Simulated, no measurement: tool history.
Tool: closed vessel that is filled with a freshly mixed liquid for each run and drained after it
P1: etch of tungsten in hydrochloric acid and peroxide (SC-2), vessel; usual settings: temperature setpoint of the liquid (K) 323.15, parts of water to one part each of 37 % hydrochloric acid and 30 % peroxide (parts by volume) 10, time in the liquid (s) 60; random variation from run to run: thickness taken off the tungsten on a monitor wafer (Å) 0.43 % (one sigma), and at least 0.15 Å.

run	hour	temperature setpoint of the liquid (K)	parts of water to one part each of 37 % hydrochloric acid and 30 % peroxide (parts by volume)	time in the liquid (s)	thickness taken off the tungsten on a monitor wafer (Å)
1	4.9	323.15	10	60	192.53
2	11.7	335.15	6	60	627.28
3	18.1	308.15	10	60	67.621
4	22.6	323.15	10	60	192.55
5	31	316.15	4	60	240.33
6	36.4	323.15	10	60	193.7
7	41.2	323.15	10	60	193.57
8	50.2	323.15	10	60	192.29
9	56.6	323.15	17	30	61.387
10	64.8	323.15	18	60	115.28
11	68.8	323.15	10	85	272.62
12	76.8	323.15	10	60	193.16
# hour 81.2: chemicals flow meter replaced
13	86	323.15	4	60	384.41
14	93.6	323.15	10	30	96.685
15	99.4	336.15	10	60	441.55
16	108.6	323.15	10	60	192.2
17	116.5	323.15	10	60	197.03
18	124.7	323.15	10	60	203.14
19	131.9	323.15	10	60	204.99
20	137.1	323.15	10	60	205.38

Forecast run 21:
21	144.9	323.15	10	60	?

{"run 21": {"thickness taken off the tungsten on a monitor wafer (Å)": 206.25}}
